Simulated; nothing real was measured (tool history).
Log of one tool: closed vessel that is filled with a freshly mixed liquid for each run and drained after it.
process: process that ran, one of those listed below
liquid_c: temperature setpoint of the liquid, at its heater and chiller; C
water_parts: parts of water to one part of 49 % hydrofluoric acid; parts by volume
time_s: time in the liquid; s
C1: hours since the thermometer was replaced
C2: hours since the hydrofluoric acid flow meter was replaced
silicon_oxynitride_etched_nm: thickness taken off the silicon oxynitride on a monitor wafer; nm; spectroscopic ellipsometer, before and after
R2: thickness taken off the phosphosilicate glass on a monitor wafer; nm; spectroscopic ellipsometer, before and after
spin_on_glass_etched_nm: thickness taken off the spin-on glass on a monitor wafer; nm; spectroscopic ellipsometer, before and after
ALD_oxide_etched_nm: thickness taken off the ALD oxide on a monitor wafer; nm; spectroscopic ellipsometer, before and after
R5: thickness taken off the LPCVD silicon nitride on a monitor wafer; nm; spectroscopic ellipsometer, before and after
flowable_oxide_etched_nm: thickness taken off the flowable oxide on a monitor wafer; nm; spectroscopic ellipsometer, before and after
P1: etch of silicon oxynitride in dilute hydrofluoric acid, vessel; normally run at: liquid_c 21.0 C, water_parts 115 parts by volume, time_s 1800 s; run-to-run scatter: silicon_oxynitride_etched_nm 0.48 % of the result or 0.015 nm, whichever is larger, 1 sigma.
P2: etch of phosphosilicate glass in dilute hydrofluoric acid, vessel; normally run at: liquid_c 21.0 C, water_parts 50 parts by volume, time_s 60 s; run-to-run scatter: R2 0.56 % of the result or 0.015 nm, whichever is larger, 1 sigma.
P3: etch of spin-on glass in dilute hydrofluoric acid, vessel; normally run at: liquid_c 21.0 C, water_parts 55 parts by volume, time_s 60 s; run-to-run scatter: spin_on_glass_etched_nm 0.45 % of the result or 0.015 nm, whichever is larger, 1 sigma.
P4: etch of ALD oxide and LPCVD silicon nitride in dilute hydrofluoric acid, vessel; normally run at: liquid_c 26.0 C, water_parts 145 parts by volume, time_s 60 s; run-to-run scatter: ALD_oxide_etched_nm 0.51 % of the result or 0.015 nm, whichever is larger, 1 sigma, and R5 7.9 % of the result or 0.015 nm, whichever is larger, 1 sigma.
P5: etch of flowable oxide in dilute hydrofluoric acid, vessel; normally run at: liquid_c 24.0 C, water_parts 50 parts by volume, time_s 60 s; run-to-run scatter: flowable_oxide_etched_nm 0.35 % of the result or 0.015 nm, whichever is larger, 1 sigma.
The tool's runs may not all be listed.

Run 1, day 0.229: process P1, liquid_c 21.0 C, water_parts 115 parts by volume, time_s 1800 s; C1 249.5; C2 86.2. Result: silicon_oxynitride_etched_nm 42.794 nm.
Run 2, day 0.454: process P2, liquid_c 21.0 C, water_parts 50 parts by volume, time_s 60 s; C1 254.9; C2 91.6. Result: R2 119.76 nm.
Run 3, day 0.750: process P3, liquid_c 21.0 C, water_parts 80 parts by volume, time_s 60 s; C1 262.0; C2 98.7. Result: spin_on_glass_etched_nm 41.928 nm.
Run 4, day 1.112: process P4, liquid_c 29.5 C, water_parts 145 parts by volume, time_s 60 s; C1 270.7; C2 107.4. Result: ALD_oxide_etched_nm 13.9530 nm, R5 0.35658 nm.
Run 5, day 1.362: process P5, liquid_c 24.0 C, water_parts 50 parts by volume, time_s 60 s; C1 276.7; C2 113.4. Result: flowable_oxide_etched_nm 89.935 nm.
Run 6, day 1.721: process P4, liquid_c 26.0 C, water_parts 145 parts by volume, time_s 105 s; C1 285.3; C2 122.0. Result: ALD_oxide_etched_nm 21.6220 nm, R5 0.48500 nm.
Run 7, day 2.042: process P3, liquid_c 21.0 C, water_parts 55 parts by volume, time_s 60 s; C1 293.0; C2 129.7. Result: spin_on_glass_etched_nm 63.205 nm.
Run 8, day 2.408: process P1, liquid_c 21.0 C, water_parts 115 parts by volume, time_s 2730 s; C1 301.8; C2 138.5. Result: silicon_oxynitride_etched_nm 64.123 nm.
Run 9, day 2.600: process P1, liquid_c 26.5 C, water_parts 115 parts by volume, time_s 1800 s; C1 306.4; C2 143.1. Result: silicon_oxynitride_etched_nm 55.492 nm.
Run 10, day 2.838: process P2, liquid_c 21.0 C, water_parts 50 parts by volume, time_s 120 s; C1 312.1; C2 148.8. Result: R2 239.61 nm.
Run 11, day 3.079: process P2, liquid_c 21.0 C, water_parts 25 parts by volume, time_s 60 s; C1 317.9; C2 154.6. Result: R2 244.17 nm.
Run 12, day 3.354: process P2, liquid_c 17.0 C, water_parts 50 parts by volume, time_s 60 s; C1 324.5; C2 161.2. Result: R2 102.29 nm.
Run 13, day 3.517: process P1, liquid_c 21.0 C, water_parts 40 parts by volume, time_s 1800 s; C1 328.4; C2 165.1. Result: silicon_oxynitride_etched_nm 130.290 nm.
Run 14, day 3.842: process P1, liquid_c 21.0 C, water_parts 115 parts by volume, time_s 485 s; C1 336.2; C2 172.9. Result: silicon_oxynitride_etched_nm 11.517 nm.
Run 15, day 4.104: process P1, liquid_c 17.0 C, water_parts 115 parts by volume, time_s 1800 s; C1 342.5; C2 179.2. Result: silicon_oxynitride_etched_nm 35.086 nm.
Run 16, day 4.367: process P1, liquid_c 21.0 C, water_parts 115 parts by volume, time_s 1800 s; C1 348.8; C2 185.5. Result: silicon_oxynitride_etched_nm 42.625 nm.
Run 17, day 4.638: process P4, liquid_c 26.0 C, water_parts 225 parts by volume, time_s 60 s; C1 355.3; C2 192.0. Result: ALD_oxide_etched_nm 7.2656 nm, R5 0.16109 nm.
Run 18, day 5.004: process P5, liquid_c 24.0 C, water_parts 50 parts by volume, time_s 60 s; C1 364.1; C2 200.8. Result: flowable_oxide_etched_nm 89.313 nm.
Run 19, day 5.375: process P3, liquid_c 21.0 C, water_parts 55 parts by volume, time_s 60 s; C1 373.0; C2 209.7. Result: spin_on_glass_etched_nm 62.985 nm.
Run 20, day 5.688: process P5, liquid_c 18.0 C, water_parts 50 parts by volume, time_s 60 s; C1 380.5; C2 217.2. Result: flowable_oxide_etched_nm 69.847 nm.
Run 21, day 5.900: process P1, liquid_c 21.0 C, water_parts 205 parts by volume, time_s 1800 s; C1 385.6; C2 222.3. Result: silicon_oxynitride_etched_nm 22.182 nm.
Run 22, day 6.125: process P1, liquid_c 21.0 C, water_parts 65 parts by volume, time_s 980 s; C1 391.0; C2 227.7. Result: silicon_oxynitride_etched_nm 43.013 nm.
Run 23, day 6.471: process P1, liquid_c 21.0 C, water_parts 115 parts by volume, time_s 1800 s; C1 399.3; C2 236.0. Result: silicon_oxynitride_etched_nm 42.648 nm.
Run 24, day 6.683: process P4, liquid_c 26.0 C, water_parts 145 parts by volume, time_s 60 s; C1 404.4; C2 241.1. Result: ALD_oxide_etched_nm 12.2360 nm, R5 0.23119 nm.
Run 25, day 6.917: process P3, liquid_c 21.0 C, water_parts 55 parts by volume, time_s 115 s; C1 410.0; C2 246.7. Result: spin_on_glass_etched_nm 121.000 nm.
Run 26, day 7.079: process P1, liquid_c 21.0 C, water_parts 115 parts by volume, time_s 1800 s; C1 413.9; C2 250.6. Result: silicon_oxynitride_etched_nm 42.608 nm.
Run 27, day 7.258: process P5, liquid_c 24.0 C, water_parts 75 parts by volume, time_s 60 s; C1 418.2; C2 254.9. Result: flowable_oxide_etched_nm 58.204 nm.
Run 28, day 7.517: process P5, liquid_c 24.0 C, water_parts 50 parts by volume, time_s 115 s; C1 424.4; C2 261.1. Result: flowable_oxide_etched_nm 173.230 nm.
Run 29, day 7.738: process P3, liquid_c 17.0 C, water_parts 55 parts by volume, time_s 60 s; C1 429.7; C2 266.4. Result: spin_on_glass_etched_nm 53.481 nm.
Run 30, day 8.108: process P1, liquid_c 21.0 C, water_parts 115 parts by volume, time_s 1800 s; C1 438.6; C2 275.3. Result: silicon_oxynitride_etched_nm 42.603 nm.
Run 31, day 8.433: process P1, liquid_c 21.0 C, water_parts 115 parts by volume, time_s 1800 s; C1 446.4; C2 283.1. Result: silicon_oxynitride_etched_nm 44.927 nm.
Run 32, day 8.738: process P1, liquid_c 21.0 C, water_parts 115 parts by volume, time_s 1800 s; C1 453.7; C2 290.4. Result: silicon_oxynitride_etched_nm 45.611 nm.
Run 33, day 8.921: process P1, liquid_c 21.0 C, water_parts 115 parts by volume, time_s 1800 s; C1 458.1; C2 294.8. Result: silicon_oxynitride_etched_nm 46.406 nm.
Run 34, day 9.196: process P1, liquid_c 21.0 C, water_parts 115 parts by volume, time_s 1800 s; C1 464.7; C2 301.4. Result: silicon_oxynitride_etched_nm 46.434 nm.
Run 35, day 9.471: process P1, liquid_c 21.0 C, water_parts 115 parts by volume, time_s 1800 s; C1 471.3; C2 308.0. Result: silicon_oxynitride_etched_nm 47.123 nm.
Run 36, day 9.788: process P1, liquid_c 21.0 C, water_parts 115 parts by volume, time_s 1800 s; C1 478.9; C2 315.6. Result: silicon_oxynitride_etched_nm 47.214 nm.
Run 37, day 9.962: process P1, liquid_c 21.0 C, water_parts 115 parts by volume, time_s 1800 s; C1 483.1; C2 319.8. Result: silicon_oxynitride_etched_nm 47.486 nm.

Expected results for the next run?
Run 38, day 10.283: process P1, liquid_c 21.0 C, water_parts 115 parts by volume, time_s 1800 s; C1 490.8; C2 327.5. Result: silicon_oxynitride_etched_nm ?.

{"run 38": {"silicon_oxynitride_etched_nm": 47.632}}

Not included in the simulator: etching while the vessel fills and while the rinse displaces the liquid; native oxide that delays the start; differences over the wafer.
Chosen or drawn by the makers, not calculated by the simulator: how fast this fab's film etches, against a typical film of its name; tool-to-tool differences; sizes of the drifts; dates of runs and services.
